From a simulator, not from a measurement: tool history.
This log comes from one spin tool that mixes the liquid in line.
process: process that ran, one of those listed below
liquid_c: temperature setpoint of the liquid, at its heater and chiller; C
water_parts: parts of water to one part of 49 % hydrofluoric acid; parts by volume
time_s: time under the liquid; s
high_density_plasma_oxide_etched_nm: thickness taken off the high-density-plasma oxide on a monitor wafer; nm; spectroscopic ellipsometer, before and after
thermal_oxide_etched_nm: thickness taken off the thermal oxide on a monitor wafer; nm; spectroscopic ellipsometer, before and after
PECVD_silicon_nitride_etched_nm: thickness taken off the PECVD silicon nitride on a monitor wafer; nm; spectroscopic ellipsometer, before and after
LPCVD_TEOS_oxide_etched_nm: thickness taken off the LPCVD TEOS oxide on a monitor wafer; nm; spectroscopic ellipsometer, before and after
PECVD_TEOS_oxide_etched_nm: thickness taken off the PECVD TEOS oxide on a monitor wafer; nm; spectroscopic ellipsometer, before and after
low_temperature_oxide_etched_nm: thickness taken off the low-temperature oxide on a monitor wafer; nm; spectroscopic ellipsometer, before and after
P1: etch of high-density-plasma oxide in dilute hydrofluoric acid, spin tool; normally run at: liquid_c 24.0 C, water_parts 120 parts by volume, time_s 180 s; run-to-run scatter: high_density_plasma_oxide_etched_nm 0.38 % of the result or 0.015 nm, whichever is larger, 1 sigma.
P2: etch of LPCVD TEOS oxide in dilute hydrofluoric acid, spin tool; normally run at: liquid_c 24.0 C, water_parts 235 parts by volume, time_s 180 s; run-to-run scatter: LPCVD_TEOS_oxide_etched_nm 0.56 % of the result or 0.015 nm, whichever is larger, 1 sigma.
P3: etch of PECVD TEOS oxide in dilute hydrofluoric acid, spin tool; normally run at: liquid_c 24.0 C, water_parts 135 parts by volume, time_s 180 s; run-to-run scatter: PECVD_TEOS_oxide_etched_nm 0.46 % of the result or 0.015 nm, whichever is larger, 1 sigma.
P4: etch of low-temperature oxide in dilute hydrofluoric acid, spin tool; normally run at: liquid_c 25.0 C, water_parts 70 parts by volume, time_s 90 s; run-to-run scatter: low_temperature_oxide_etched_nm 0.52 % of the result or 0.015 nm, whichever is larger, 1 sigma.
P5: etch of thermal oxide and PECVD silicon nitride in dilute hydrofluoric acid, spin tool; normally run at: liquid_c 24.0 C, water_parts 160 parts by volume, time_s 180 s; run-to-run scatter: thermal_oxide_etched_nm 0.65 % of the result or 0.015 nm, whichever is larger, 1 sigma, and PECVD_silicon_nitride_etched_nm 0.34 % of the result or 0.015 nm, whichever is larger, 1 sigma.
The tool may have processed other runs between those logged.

run,hour,process,liquid_c,water_parts,time_s,high_density_plasma_oxide_etched_nm,thermal_oxide_etched_nm,PECVD_silicon_nitride_etched_nm,LPCVD_TEOS_oxide_etched_nm,PECVD_TEOS_oxide_etched_nm,low_temperature_oxide_etched_nm
1,6.2,P1,24.0,120,180,7.37870,,,,,
2,14.8,P5,24.0,160,100,,2.6897,3.4880,,,
3,23.4,P2,24.0,380,180,,,,17.408,,
4,29.0,P1,20.5,120,180,6.42940,,,,,
5,34.8,P1,24.0,120,180,7.36840,,,,,
6,42.6,P5,24.0,160,180,,4.8397,6.2944,,,
7,49.4,P2,24.0,235,180,,,,32.614,,
8,55.3,P3,24.0,135,90,,,,,8.1151,
9,60.8,P5,19.5,160,180,,4.0441,4.6768,,,
10,68.0,P1,29.0,120,180,8.90980,,,,,
11,75.3,P1,24.0,120,180,7.39090,,,,,
12,81.5,P1,30.0,30,180,42.49200,,,,,
13,89.9,P1,24.0,120,40,1.60360,,,,,
14,98.9,P2,19.5,235,180,,,,27.404,,
15,106.4,P1,24.0,120,180,7.41680,,,,,
16,113.7,P2,24.0,235,285,,,,51.466,,
17,122.2,P4,31.5,70,90,,,,,,38.1440
18,126.2,P1,31.5,120,15,0.79684,,,,,
19,133.9,P1,17.5,60,180,12.11400,,,,,
20,140.9,P3,24.0,220,180,,,,,9.1351,
21,147.2,P1,24.0,120,180,7.46850,,,,,
22,152.0,P4,25.0,20,90,,,,,,112.2200
23,156.2,P4,25.0,70,20,,,,,,6.5645
24,162.1,P1,24.0,120,360,14.87900,,,,,
25,166.3,P5,24.0,160,180,,4.8965,6.2908,,,
26,173.9,P1,24.0,195,180,4.16840,,,,,
27,180.5,P3,20.0,135,180,,,,,13.9320,
28,184.9,P1,24.0,35,180,28.10400,,,,,
29,192.9,P4,25.0,70,90,,,,,,29.4130
30,200.2,P5,24.0,230,180,,3.1174,4.4164,,,
31,204.9,P3,24.0,135,180,,,,,16.1830,
32,210.9,P1,24.0,120,180,7.40230,,,,,
33,218.2,P1,24.0,120,180,7.19420,,,,,
34,225.5,P1,24.0,120,180,7.08400,,,,,
35,229.9,P1,24.0,120,180,6.99450,,,,,

What will run 36 give?
36,234.4,P1,24.0,120,180,?,,,,,

Run 36 yielded high_density_plasma_oxide_etched_nm 6.97980 nm.
